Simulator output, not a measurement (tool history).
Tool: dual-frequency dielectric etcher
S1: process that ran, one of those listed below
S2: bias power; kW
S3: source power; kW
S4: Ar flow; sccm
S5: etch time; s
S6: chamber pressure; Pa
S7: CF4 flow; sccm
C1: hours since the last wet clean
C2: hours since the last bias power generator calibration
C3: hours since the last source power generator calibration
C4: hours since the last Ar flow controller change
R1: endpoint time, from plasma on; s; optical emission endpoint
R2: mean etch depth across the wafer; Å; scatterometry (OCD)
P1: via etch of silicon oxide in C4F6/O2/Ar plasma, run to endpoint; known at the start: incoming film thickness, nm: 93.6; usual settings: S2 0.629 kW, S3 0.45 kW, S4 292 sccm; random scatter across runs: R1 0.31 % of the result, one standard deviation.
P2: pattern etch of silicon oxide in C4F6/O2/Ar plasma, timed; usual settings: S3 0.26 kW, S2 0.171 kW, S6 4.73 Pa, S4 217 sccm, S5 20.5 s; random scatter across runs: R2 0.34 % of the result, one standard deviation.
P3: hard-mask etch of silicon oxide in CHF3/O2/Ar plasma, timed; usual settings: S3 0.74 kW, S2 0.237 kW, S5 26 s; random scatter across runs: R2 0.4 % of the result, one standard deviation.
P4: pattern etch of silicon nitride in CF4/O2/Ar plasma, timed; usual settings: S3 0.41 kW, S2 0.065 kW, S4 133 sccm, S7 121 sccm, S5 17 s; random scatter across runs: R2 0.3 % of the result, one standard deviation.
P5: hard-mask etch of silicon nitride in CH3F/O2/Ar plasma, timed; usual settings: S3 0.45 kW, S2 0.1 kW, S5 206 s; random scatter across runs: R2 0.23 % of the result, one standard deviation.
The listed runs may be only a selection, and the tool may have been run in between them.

run   hour  S1     S2    S3   S4     S5    S6   S7     C1      C2      C3      C4      R1      R2
  1    3.5  P1  0.629  0.45  292                    219.3  1563.1  2996.2  1314.2  18.367
  2   11.3  P3  0.237  0.74          19             227.1  1570.9    3004    1322          459.51
  3     18  P1  0.818  0.45  352                    233.8  1577.6  3010.7  1328.7  16.872
  4   22.7  P1  0.629  0.45  169                    238.5  1582.3  3015.4  1333.4  17.278
      25.3  -- wet clean of the chamber
  5   27.4  P2  0.171  0.16  217   20.5  4.73         2.2    1587  3020.1  1338.1          463.14
  6   34.1  P1  0.629  0.45  292                      8.9  1593.7  3026.8  1344.8  18.293
  7     38  P3  0.237  0.74          26              12.8  1597.6  3030.7  1348.7           632.5
  8     43  P1  0.629  0.58  292                     17.8  1602.6  3035.7  1353.7  16.646
  9   49.9  P2  0.171  0.26  217   20.5     6        24.7  1609.5  3042.6  1360.6          545.93
 10   56.7  P2  0.171  0.26  217   20.5  4.73        31.5  1616.3  3049.4  1367.4          555.13
 11     63  P3  0.142  0.74          26              37.8  1622.6  3055.7  1373.7          533.39
 12   67.8  P2  0.171  0.26  283   20.5  4.73        42.6  1627.4  3060.5  1378.5          543.68
 13   73.8  P1  0.629  0.45  292                     48.6  1633.4  3066.5  1384.5  18.353
 14   79.2  P1  0.891  0.45  292                       54  1638.8  3071.9  1389.9  15.965
 15   84.4  P2  0.241  0.26  217   20.5  4.73        59.2    1644  3077.1  1395.1          631.37
 16   89.5  P1  0.629   0.3  292                     64.3  1649.1  3082.2  1400.2  21.197
 17   93.9  P1  0.629  0.45  292                     68.7  1653.5  3086.6  1404.6  18.437
 18   98.7  P4  0.065  0.41  176     17        121   73.5  1658.3  3091.4  1409.4          288.56
 19    103  P1  0.629  0.45  292                     77.8  1662.6  3095.7  1413.7  18.212
 20  108.4  P4  0.065  0.41  133   11.5        121   83.2    1668  3101.1  1419.1             202
 21  113.1  P4  0.065  0.25  133     17        121   87.9  1672.7  3105.8  1423.8          195.78
 22  120.3  P5    0.1  0.45       296.5              95.1  1679.9    3113    1431            2409
 23  124.3  P3  0.237  0.74          26              99.1  1683.9    3117    1435          631.84
 24  128.5  P1  0.629  0.34  182                    103.3  1688.1  3121.2  1439.2  19.272
 25  132.4  P3  0.237  0.97          26             107.2    1692  3125.1  1443.1          697.83

The next listed run, before its measurement:
 26  139.1  P1  0.417  0.45  185              113.9  1698.7  3131.8  1449.8   ?

R1: 20.316 s

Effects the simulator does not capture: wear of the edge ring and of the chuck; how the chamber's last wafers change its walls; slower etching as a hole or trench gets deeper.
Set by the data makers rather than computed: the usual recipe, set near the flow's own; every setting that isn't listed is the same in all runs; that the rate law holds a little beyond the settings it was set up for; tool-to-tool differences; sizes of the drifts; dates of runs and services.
